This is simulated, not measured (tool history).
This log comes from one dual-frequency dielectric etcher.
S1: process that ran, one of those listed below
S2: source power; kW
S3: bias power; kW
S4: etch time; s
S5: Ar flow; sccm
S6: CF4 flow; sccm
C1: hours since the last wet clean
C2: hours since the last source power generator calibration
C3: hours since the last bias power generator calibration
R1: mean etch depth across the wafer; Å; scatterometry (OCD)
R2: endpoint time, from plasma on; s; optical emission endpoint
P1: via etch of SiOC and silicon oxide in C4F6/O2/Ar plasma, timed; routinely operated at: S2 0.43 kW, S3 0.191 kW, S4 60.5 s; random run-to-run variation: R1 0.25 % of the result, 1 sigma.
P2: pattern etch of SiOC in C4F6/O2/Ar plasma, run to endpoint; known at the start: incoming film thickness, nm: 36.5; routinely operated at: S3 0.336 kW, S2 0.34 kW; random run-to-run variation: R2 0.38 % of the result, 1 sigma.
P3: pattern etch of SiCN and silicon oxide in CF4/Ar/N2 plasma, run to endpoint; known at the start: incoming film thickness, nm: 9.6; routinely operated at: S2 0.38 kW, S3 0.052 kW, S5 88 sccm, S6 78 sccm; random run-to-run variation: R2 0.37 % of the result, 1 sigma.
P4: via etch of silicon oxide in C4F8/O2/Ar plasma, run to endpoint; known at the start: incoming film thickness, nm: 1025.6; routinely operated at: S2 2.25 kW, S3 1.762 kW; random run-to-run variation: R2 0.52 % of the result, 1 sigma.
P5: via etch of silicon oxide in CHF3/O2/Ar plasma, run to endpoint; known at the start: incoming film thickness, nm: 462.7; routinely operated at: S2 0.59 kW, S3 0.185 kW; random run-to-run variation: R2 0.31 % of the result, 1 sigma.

{"run": 1, "hour": 15.0, "S1": "P1", "S2": 0.43, "S3": 0.191, "S4": 60.5, "C1": 294, "C2": 1345.2, "C3": 1584.9, "R1": 680.13}
{"run": 2, "hour": 26.8, "S1": "P1", "S2": 0.56, "S3": 0.191, "S4": 43.5, "C1": 305.8, "C2": 1357, "C3": 1596.7, "R1": 539.22}
{"run": 3, "hour": 34.8, "S1": "P1", "S2": 0.43, "S3": 0.191, "S4": 60.5, "C1": 313.8, "C2": 1365, "C3": 1604.7, "R1": 680.88}
{"run": 4, "hour": 42.8, "S1": "P3", "S2": 0.38, "S3": 0.052, "S5": 119, "S6": 78, "C1": 321.8, "C2": 1373, "C3": 1612.7, "R2": 14.344}
{"run": 5, "hour": 54.9, "S1": "P5", "S2": 0.59, "S3": 0.14, "C1": 333.9, "C2": 1385.1, "C3": 1624.8, "R2": 253.07}
{"run": 6, "hour": 68.7, "S1": "P1", "S2": 0.43, "S3": 0.191, "S4": 60.5, "C1": 347.7, "C2": 1398.9, "C3": 1638.6, "R1": 676.97}
{"run": 7, "hour": 78.2, "S1": "P3", "S2": 0.38, "S3": 0.052, "S5": 88, "S6": 106, "C1": 357.2, "C2": 1408.4, "C3": 1648.1, "R2": 12.987}
{"run": 8, "hour": 90.8, "S1": "P4", "S2": 2.25, "S3": 2.17, "C1": 369.8, "C2": 1421, "C3": 1660.7, "R2": 183.51}
{"run": 9, "hour": 103.5, "S1": "P4", "S2": 2.25, "S3": 1.762, "C1": 382.5, "C2": 1433.7, "C3": 1673.4, "R2": 196.14}
{"run": 10, "hour": 112.1, "S1": "P2", "S2": 0.34, "S3": 0.336, "C1": 391.1, "C2": 1442.3, "C3": 1682, "R2": 15.56}
{"run": 11, "hour": 119.4, "S1": "P1", "S2": 0.29, "S3": 0.257, "S4": 60.5, "C1": 398.4, "C2": 1449.6, "C3": 1689.3, "R1": 647.42}
{"run": 12, "hour": 131.5, "S1": "P3", "S2": 0.38, "S3": 0.052, "S5": 88, "S6": 78, "C1": 410.5, "C2": 1461.7, "C3": 1701.4, "R2": 13.592}
{"run": 13, "hour": 144.0, "S1": "P2", "S2": 0.34, "S3": 0.336, "C1": 423, "C2": 1474.2, "C3": 1713.9, "R2": 15.51}
{"run": 14, "hour": 158.5, "S1": "P1", "S2": 0.58, "S3": 0.191, "S4": 60.5, "C1": 437.5, "C2": 1488.7, "C3": 1728.4, "R1": 763.92}
{"run": 15, "hour": 165.6, "S1": "P1", "S2": 0.43, "S3": 0.191, "S4": 35.5, "C1": 444.6, "C2": 1495.8, "C3": 1735.5, "R1": 398.59}
{"run": 16, "hour": 179.3, "S1": "P3", "S2": 0.27, "S3": 0.052, "S5": 88, "S6": 78, "C1": 458.3, "C2": 1509.5, "C3": 1749.2, "R2": 18.459}
{"run": 17, "hour": 193.5, "S1": "P2", "S2": 0.41, "S3": 0.336, "C1": 472.5, "C2": 1523.7, "C3": 1763.4, "R2": 14.501}
{"run": 18, "hour": 205.7, "S1": "P2", "S2": 0.34, "S3": 0.217, "C1": 484.7, "C2": 1535.9, "C3": 1775.6, "R2": 17.829}
{"run": 19, "hour": 218.1, "S1": "P1", "S2": 0.33, "S3": 0.191, "S4": 60.5, "C1": 497.1, "C2": 1548.3, "C3": 1788, "R1": 614.54}
{"run": 20, "hour": 225.8, "S1": "P1", "S2": 0.43, "S3": 0.191, "S4": 77.5, "C1": 504.8, "C2": 1556, "C3": 1795.7, "R1": 871.67}
{"hour": 236.1, "done": "bias power generator calibrated"}
{"run": 21, "hour": 240.6, "S1": "P1", "S2": 0.43, "S3": 0.156, "S4": 60.5, "C1": 519.6, "C2": 1570.8, "C3": 4.5, "R1": 632.34}
{"run": 22, "hour": 252.5, "S1": "P4", "S2": 3.17, "S3": 1.762, "C1": 531.5, "C2": 1582.7, "C3": 16.4, "R2": 171.55}
{"run": 23, "hour": 260.8, "S1": "P5", "S2": 0.83, "S3": 0.185, "C1": 539.8, "C2": 1591, "C3": 24.7, "R2": 203.46}
{"run": 24, "hour": 269.3, "S1": "P1", "S2": 0.43, "S3": 0.191, "S4": 60.5, "C1": 548.3, "C2": 1599.5, "C3": 33.2, "R1": 679.41}
{"run": 25, "hour": 278.8, "S1": "P3", "S2": 0.38, "S3": 0.069, "S5": 88, "S6": 78, "C1": 557.8, "C2": 1609, "C3": 42.7, "R2": 12.494}
{"run": 26, "hour": 287.7, "S1": "P5", "S2": 0.59, "S3": 0.185, "C1": 566.7, "C2": 1617.9, "C3": 51.6, "R2": 231.87}
{"run": 27, "hour": 298.1, "S1": "P1", "S2": 0.43, "S3": 0.267, "S4": 60.5, "C1": 577.1, "C2": 1628.3, "C3": 62, "R1": 761.31}
{"run": 28, "hour": 306.0, "S1": "P1", "S2": 0.43, "S3": 0.191, "S4": 60.5, "C1": 585, "C2": 1636.2, "C3": 69.9, "R1": 677.12}
{"run": 29, "hour": 317.5, "S1": "P1", "S2": 0.43, "S3": 0.191, "S4": 60.5, "C1": 596.5, "C2": 1647.7, "C3": 81.4, "R1": 673.79}
{"run": 30, "hour": 326.1, "S1": "P1", "S2": 0.43, "S3": 0.191, "S4": 60.5, "C1": 605.1, "C2": 1656.3, "C3": 90, "R1": 669.55}

Forecast run 31:
{"run": 31, "hour": 335.9, "S1": "P1", "S2": 0.43, "S3": 0.191, "S4": 60.5, "C1": 614.9, "C2": 1666.1, "C3": 99.8, "R1": "?"}

Run 31 gave R1 669.13 Å.
